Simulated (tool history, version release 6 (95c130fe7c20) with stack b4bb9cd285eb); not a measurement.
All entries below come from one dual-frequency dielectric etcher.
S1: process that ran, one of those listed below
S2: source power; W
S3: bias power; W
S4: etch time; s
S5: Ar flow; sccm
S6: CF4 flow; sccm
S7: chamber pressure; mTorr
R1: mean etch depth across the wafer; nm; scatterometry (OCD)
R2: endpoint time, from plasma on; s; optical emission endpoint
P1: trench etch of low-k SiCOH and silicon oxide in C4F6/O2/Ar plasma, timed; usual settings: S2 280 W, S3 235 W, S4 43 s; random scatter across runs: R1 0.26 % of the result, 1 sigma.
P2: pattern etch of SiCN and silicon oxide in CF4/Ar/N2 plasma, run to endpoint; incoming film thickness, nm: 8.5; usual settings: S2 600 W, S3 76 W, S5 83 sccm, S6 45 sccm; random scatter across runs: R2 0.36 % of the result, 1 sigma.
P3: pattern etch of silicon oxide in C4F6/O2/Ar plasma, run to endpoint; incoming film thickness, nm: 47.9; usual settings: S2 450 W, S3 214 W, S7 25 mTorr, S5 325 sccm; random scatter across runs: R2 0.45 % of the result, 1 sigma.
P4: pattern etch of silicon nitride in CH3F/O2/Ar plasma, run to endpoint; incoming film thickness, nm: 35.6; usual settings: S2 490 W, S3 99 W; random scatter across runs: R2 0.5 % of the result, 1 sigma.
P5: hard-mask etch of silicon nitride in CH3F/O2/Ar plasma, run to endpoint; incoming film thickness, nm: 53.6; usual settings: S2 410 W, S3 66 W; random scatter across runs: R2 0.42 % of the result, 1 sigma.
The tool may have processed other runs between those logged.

{"run": 1, "day": 0.346, "S1": "P1", "S2": 280, "S3": 235, "S4": 43, "R1": 135.57}
{"run": 2, "day": 0.65, "S1": "P2", "S2": 600, "S3": 76, "S5": 55, "S6": 45, "R2": 7.3613}
{"run": 3, "day": 1.079, "S1": "P4", "S2": 670, "S3": 99, "R2": 39.524}
{"run": 4, "day": 1.446, "S1": "P3", "S2": 450, "S3": 138, "S5": 325, "S7": 25, "R2": 15.948}
{"run": 5, "day": 1.808, "S1": "P3", "S2": 450, "S3": 214, "S5": 456, "S7": 25, "R2": 14.434}
{"run": 6, "day": 2.204, "S1": "P2", "S2": 600, "S3": 48, "S5": 83, "S6": 45, "R2": 9.2423}
{"run": 7, "day": 2.454, "S1": "P4", "S2": 490, "S3": 99, "R2": 44.657}
{"run": 8, "day": 2.7, "S1": "P4", "S2": 490, "S3": 58, "R2": 53.453}
{"run": 9, "day": 3.167, "S1": "P5", "S2": 410, "S3": 66, "R2": 81.971}
{"run": 10, "day": 3.533, "S1": "P1", "S2": 280, "S3": 235, "S4": 43, "R1": 135.45}
{"run": 11, "day": 3.967, "S1": "P5", "S2": 410, "S3": 66, "R2": 82.282}
{"run": 12, "day": 4.383, "S1": "P1", "S2": 380, "S3": 321, "S4": 43, "R1": 168.72}
{"run": 13, "day": 4.854, "S1": "P5", "S2": 410, "S3": 84, "R2": 76.257}
{"run": 14, "day": 5.121, "S1": "P1", "S2": 280, "S3": 235, "S4": 43, "R1": 134.61}
{"run": 15, "day": 5.654, "S1": "P1", "S2": 280, "S3": 235, "S4": 57, "R1": 178.85}
{"run": 16, "day": 6.046, "S1": "P1", "S2": 280, "S3": 235, "S4": 43, "R1": 135.03}
{"run": 17, "day": 6.296, "S1": "P3", "S2": 450, "S3": 214, "S5": 325, "S7": 25, "R2": 13.904}
{"run": 18, "day": 6.683, "S1": "P1", "S2": 160, "S3": 235, "S4": 43, "R1": 108.6}
{"run": 19, "day": 7.162, "S1": "P1", "S2": 280, "S3": 334, "S4": 43, "R1": 152.79}
{"run": 20, "day": 7.646, "S1": "P2", "S2": 600, "S3": 76, "S5": 83, "S6": 30, "R2": 8.4395}
{"run": 21, "day": 8.154, "S1": "P3", "S2": 450, "S3": 214, "S5": 325, "S7": 33.5, "R2": 14.473}
{"run": 22, "day": 8.392, "S1": "P2", "S2": 600, "S3": 76, "S5": 83, "S6": 45, "R2": 7.8422}
{"run": 23, "day": 8.908, "S1": "P4", "S2": 490, "S3": 99, "R2": 44.671}
{"run": 24, "day": 9.229, "S1": "P1", "S2": 340, "S3": 235, "S4": 43, "R1": 145.17}
{"run": 25, "day": 9.767, "S1": "P1", "S2": 280, "S3": 235, "S4": 43, "R1": 135.23}
{"run": 26, "day": 10.296, "S1": "P3", "S2": 450, "S3": 214, "S5": 325, "S7": 25, "R2": 13.749}
{"run": 27, "day": 10.596, "S1": "P2", "S2": 440, "S3": 76, "S5": 83, "S6": 45, "R2": 10.347}
{"run": 28, "day": 10.904, "S1": "P1", "S2": 280, "S3": 235, "S4": 23.5, "R1": 73.673}
{"run": 29, "day": 11.142, "S1": "P1", "S2": 280, "S3": 235, "S4": 43, "R1": 135.24}
{"run": 30, "day": 11.371, "S1": "P3", "S2": 320, "S3": 214, "S5": 325, "S7": 25, "R2": 15.796}
{"run": 31, "day": 11.612, "S1": "P1", "S2": 280, "S3": 180, "S4": 43, "R1": 123.43}
{"run": 32, "day": 12.083, "S1": "P5", "S2": 540, "S3": 66, "R2": 73.149}
{"run": 33, "day": 12.358, "S1": "P1", "S2": 280, "S3": 235, "S4": 43, "R1": 134.97}
{"run": 34, "day": 12.796, "S1": "P1", "S2": 280, "S3": 235, "S4": 43, "R1": 135.4}
{"run": 35, "day": 13.033, "S1": "P1", "S2": 280, "S3": 235, "S4": 43, "R1": 136.58}
{"run": 36, "day": 13.296, "S1": "P1", "S2": 280, "S3": 235, "S4": 43, "R1": 136.39}
{"day": 13.521, "done": "wet clean of the chamber"}
{"run": 37, "day": 13.725, "S1": "P1", "S2": 280, "S3": 235, "S4": 43, "R1": 136.23}
{"run": 38, "day": 14.175, "S1": "P1", "S2": 280, "S3": 235, "S4": 43, "R1": 137.27}
{"run": 39, "day": 14.675, "S1": "P1", "S2": 280, "S3": 235, "S4": 43, "R1": 136.38}
{"run": 40, "day": 15.079, "S1": "P1", "S2": 280, "S3": 235, "S4": 43, "R1": 136.71}
{"run": 41, "day": 15.338, "S1": "P1", "S2": 280, "S3": 235, "S4": 43, "R1": 136.98}

What P1 gives has crept away from where it was. These 2 causes fit the log equally well, each at the size given:
A: source power that arrives over what is set, % = 3.96
B: bias power that arrives over what is set, % = 4.4
The drift started at roughly day 12.358.
All other causes, with the reason each is excluded:
chamber walls in a state that raises the etch rate, %: serviced at day 13.521, after the change had begun; the process did not return to its earlier output

Each of the check runs listed below is run on 2 wafers and reports their average, with the results left as question marks. Pick the one under which the possible causes would lead to clearly different results.
{"run": "check 1", "day": 15.596, "S1": "P2", "S2": 600, "S3": 56, "S5": 83, "S6": 45, "R2": "?"}
{"run": "check 2", "day": 15.596, "S1": "P4", "S2": 650, "S3": 99, "R2": "?"}
{"run": "check 3", "day": 15.596, "S1": "P3", "S2": 450, "S3": 214, "S5": 451, "S7": 25, "R2": "?"}
{"run": "check 4", "day": 15.596, "S1": "P5", "S2": 510, "S3": 66, "R2": "?"}

Check results expected under each cause:
check=check_1 result=R2 if_A=8.4351 if_B=8.6089
check=check_2 result=R2 if_A=39.484 if_B=39.456
check=check_3 result=R2 if_A=14.18 if_B=14.194
check=check_4 result=R2 if_A=74.531 if_B=74.581
Minimum pairwise separation of causes per check, each pair taken at its best-separating result: check 1 2.04 %; check 2 0.07 %; check 3 0.1 %; check 4 0.07 %
The causes can be told apart only by check 1. The other checks would give nearly the same results under each of them.

Check 1 was then run and gave: R2 8.4344 s. Which cause is it?

The correct cause is A, namely: source power that arrives over what is set, %.

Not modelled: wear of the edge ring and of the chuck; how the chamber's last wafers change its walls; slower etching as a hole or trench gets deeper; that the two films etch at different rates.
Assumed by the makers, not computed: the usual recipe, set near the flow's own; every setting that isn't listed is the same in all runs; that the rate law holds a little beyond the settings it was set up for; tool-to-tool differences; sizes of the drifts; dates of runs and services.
